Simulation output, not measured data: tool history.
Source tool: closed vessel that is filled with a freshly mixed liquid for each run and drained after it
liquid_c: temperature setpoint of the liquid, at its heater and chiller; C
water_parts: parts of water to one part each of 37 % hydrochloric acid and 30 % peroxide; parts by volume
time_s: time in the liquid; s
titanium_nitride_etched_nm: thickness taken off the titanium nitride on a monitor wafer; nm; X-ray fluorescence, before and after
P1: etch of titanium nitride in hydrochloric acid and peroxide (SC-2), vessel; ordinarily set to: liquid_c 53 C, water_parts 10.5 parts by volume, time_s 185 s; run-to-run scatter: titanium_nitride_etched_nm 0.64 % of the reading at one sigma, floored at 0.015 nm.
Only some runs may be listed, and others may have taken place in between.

run,hour,liquid_c,water_parts,time_s,hours since the thermometer was replaced,hours since the chemicals flow meter was replaced,hours since the drum of peroxide was connected,titanium_nitride_etched_nm
1,16.5,53,10.5,185,863.9,427.7,575,4.7184
2,35,40,10.5,105,882.4,446.2,593.5,1.1035
3,45.6,53,10.5,185,893,456.8,604.1,4.7401
4,58.5,46,6.5,185,905.9,469.7,617,4.3428
5,77.2,53,10.5,335,924.6,488.4,635.7,8.5688
6,91.9,41.5,10.5,185,939.3,503.1,650.4,2.1722
7,105.5,53,10.5,35,952.9,516.7,664,0.89789
8,123.1,53,10.5,185,970.5,534.3,681.6,4.7235
9,140.3,61,10.5,185,987.7,551.5,698.8,7.8824
10,158.6,53,17.5,185,1006,569.8,717.1,3.0585
# hour 161.4: chemicals flow meter replaced
11,168.2,53,10.5,185,1015.6,6.9,726.7,4.7323
12,187,53,4,185,1034.4,25.7,745.5,9.7633
# hour 197.2: new drum of peroxide connected
13,198.4,53,10.5,185,1045.8,37.1,1.2,4.6471
14,210.4,53,10.5,185,1057.8,49.1,13.2,4.6452
15,226.8,53,13.5,70,1074.2,65.5,29.6,1.4526
16,239.2,53,10.5,185,1086.6,77.9,42,4.6629
17,254.3,53,10.5,185,1101.7,93,57.1,4.5978
18,267.8,53,10.5,185,1115.2,106.5,70.6,4.5114
19,281.1,53,10.5,185,1128.5,119.8,83.9,4.5082
20,293.4,53,10.5,185,1140.8,132.1,96.2,4.3915
21,310.5,53,10.5,185,1157.9,149.2,113.3,4.3525

Forecast run 22:
22,326.5,53,10.5,185,1173.9,165.2,129.3,?

Run 22 produced titanium_nitride_etched_nm 4.4253 nm.
